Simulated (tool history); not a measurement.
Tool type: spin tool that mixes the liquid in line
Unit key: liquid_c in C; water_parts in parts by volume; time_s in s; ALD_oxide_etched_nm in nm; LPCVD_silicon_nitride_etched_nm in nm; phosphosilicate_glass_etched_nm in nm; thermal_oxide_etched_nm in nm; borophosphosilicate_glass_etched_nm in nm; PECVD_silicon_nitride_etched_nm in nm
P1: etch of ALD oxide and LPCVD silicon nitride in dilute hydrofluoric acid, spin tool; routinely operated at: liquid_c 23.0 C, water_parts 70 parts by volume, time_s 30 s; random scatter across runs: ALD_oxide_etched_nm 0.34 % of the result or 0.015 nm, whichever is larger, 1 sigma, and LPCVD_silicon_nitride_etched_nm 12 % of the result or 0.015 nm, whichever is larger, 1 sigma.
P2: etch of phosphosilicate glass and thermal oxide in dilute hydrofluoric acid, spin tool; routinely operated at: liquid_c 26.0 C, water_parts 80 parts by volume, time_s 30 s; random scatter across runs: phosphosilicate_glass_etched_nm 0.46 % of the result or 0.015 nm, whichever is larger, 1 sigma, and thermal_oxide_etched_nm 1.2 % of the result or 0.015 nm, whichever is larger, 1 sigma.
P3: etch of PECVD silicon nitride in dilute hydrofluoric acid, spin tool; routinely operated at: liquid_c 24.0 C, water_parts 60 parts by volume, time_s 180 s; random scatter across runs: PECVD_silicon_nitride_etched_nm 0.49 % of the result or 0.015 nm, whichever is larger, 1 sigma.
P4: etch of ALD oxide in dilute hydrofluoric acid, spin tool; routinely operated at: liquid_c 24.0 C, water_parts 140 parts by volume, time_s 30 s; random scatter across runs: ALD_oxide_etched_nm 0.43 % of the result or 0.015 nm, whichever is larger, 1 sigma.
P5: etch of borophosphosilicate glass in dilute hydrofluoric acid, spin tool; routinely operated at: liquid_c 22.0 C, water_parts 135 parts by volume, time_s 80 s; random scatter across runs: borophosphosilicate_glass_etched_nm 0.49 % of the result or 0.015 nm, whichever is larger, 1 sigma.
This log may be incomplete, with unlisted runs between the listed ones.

run	day	process	liquid_c	water_parts	time_s	hours since the thermometer was replaced	hours since the hydrofluoric acid flow meter was replaced	ALD_oxide_etched_nm	LPCVD_silicon_nitride_etched_nm	phosphosilicate_glass_etched_nm	thermal_oxide_etched_nm	borophosphosilicate_glass_etched_nm	PECVD_silicon_nitride_etched_nm
1	0.779	P1	23.0	70	30	963.8	505.2	7.8408	0.16959				
2	1.179	P2	26.0	80	50	973.4	514.8			51.924	3.2353		
3	1.879	P5	22.0	135	80	990.2	531.6					39.882	
4	2.262	P3	24.0	20	180	999.4	540.8						24.7800
5	2.842	P5	22.0	135	80	1013.3	554.7					40.204	
6	3.567	P2	34.0	80	30	1030.7	572.1			42.047	2.5774		
7	4.096	P2	26.0	80	30	1043.4	584.8			31.198	1.9534		
8	4.733	P5	22.0	135	160	1058.7	600.1					79.768	
9	5.100	P1	23.0	70	30	1067.5	608.9	7.8559	0.17000				
10	5.442	P1	23.0	105	30	1075.7	617.1	5.0292	0.12006				
11	6.142	P3	24.0	60	180	1092.5	633.9						8.5433
12	6.542	P1	23.0	125	15	1102.1	643.5	2.0654	0.02141				
13	7.229	P1	23.0	70	30	1118.6	660.0	7.8032	0.18636				
14	8.017	P1	27.0	70	30	1137.5	678.9	9.2479	0.22695				
15	8.550	P1	23.0	70	55	1150.3	691.7	14.3300	0.28398				
16	8.979	P1	23.0	70	30	1160.6	702.0	7.8284	0.19215				
17	9.492	P4	24.0	140	15	1172.9	714.3	3.4419					
18	9.892	P1	23.0	70	30	1182.5	723.9	7.8754	0.21692				
19	10.492	P1	23.0	70	15	1196.9	738.3	3.8965	0.11782				
20	11.175	P4	29.5	140	30	1213.3	754.7	8.4862					
21	11.750	P1	23.0	70	30	1227.1	768.5	7.8169	0.17470				
22	12.329	P4	24.0	220	30	1241.0	782.4	4.0030					
23	12.958	P1	23.0	70	30	1256.1	797.5	7.7974	0.17522				
24	13.438	P4	24.0	140	30	1267.6	809.0	6.9141					
25	13.971	P3	28.0	60	180	1280.4	821.8						11.0400
26	14.404	P1	17.0	70	30	1290.8	832.2	6.1212	0.11284				
27	14.933	P1	23.0	20	30	1303.5	844.9	29.4110	0.67158				
28	15.462	P2	26.0	115	30	1316.2	857.6			20.738	1.2560		
29	16.033	P5	22.0	40	80	1329.9	871.3					151.350	
30	16.746	P3	24.0	60	50	1347.0	888.4						2.3989
31	17.192	P5	17.0	135	80	1357.7	899.1					32.511	
32	17.867	P4	24.0	140	30	1373.9	915.3	6.9392					
33	18.525	P1	23.0	70	30	1389.7	931.1	7.8946	0.23271				
34	19.062	P1	23.0	70	30	1402.6	944.0	8.1397	0.21112				
35	19.525	P1	23.0	70	30	1413.7	955.1	8.2477	0.20783				
36	20.175	P1	23.0	70	30	1429.3	970.7	8.3308	0.18871				
37	20.567	P1	23.0	70	30	1438.7	980.1	8.3422	0.20793				
38	21.292	P1	23.0	70	30	1456.1	997.5	8.4020	0.18162				
39	21.629	P1	23.0	70	30	1464.2	1005.6	8.5047	0.20333				
40	22.233	P1	23.0	70	30	1478.7	1020.1	8.4441	0.17943				
41	22.779	P1	23.0	70	30	1491.8	1033.2	8.5096	0.22449				

What P1 gives has crept off from where it sat before. The 2 causes that follow fit the log equally well, each at the size noted:
A: hydrofluoric acid flow above the setpoint (%) = 6.85
B: liquid hotter than its thermometer reads (K) = 1.78
The process output started creeping at around day 18.525.

4 check runs are offered, one wafer each, their results left as question marks. Which one tells the causes apart?
check 1	23.325	P3	24.0	60	180								?
check 2	23.325	P5	22.0	135	80							?	
check 3	23.325	P4	24.0	140	30			?					
check 4	23.325	P2	26.0	80	30					?	?		

How each check would come out, cause by cause:
check	result	if A	if B
check 1	PECVD_silicon_nitride_etched_nm	9.0893	9.5897
check 2	borophosphosilicate_glass_etched_nm	43.018	42.744
check 3	ALD_oxide_etched_nm	7.4331	7.3676
check 4	phosphosilicate_glass_etched_nm	33.437	33.327
check 4	thermal_oxide_etched_nm	2.0694	2.0626
Gap, in per cent, between the two causes that each check separates least, read from the result that separates them most: check 1 5.36 %; check 2 0.64 %; check 3 0.88 %; check 4 0.33 %
The other checks would show nearly matching results whichever cause is true, so check 1 is the only one that separates the causes.

With check 1 done, the readings were: PECVD_silicon_nitride_etched_nm 9.1205 nm. Identify which of the listed causes applies.

A is the cause: hydrofluoric acid flow above the setpoint (%).

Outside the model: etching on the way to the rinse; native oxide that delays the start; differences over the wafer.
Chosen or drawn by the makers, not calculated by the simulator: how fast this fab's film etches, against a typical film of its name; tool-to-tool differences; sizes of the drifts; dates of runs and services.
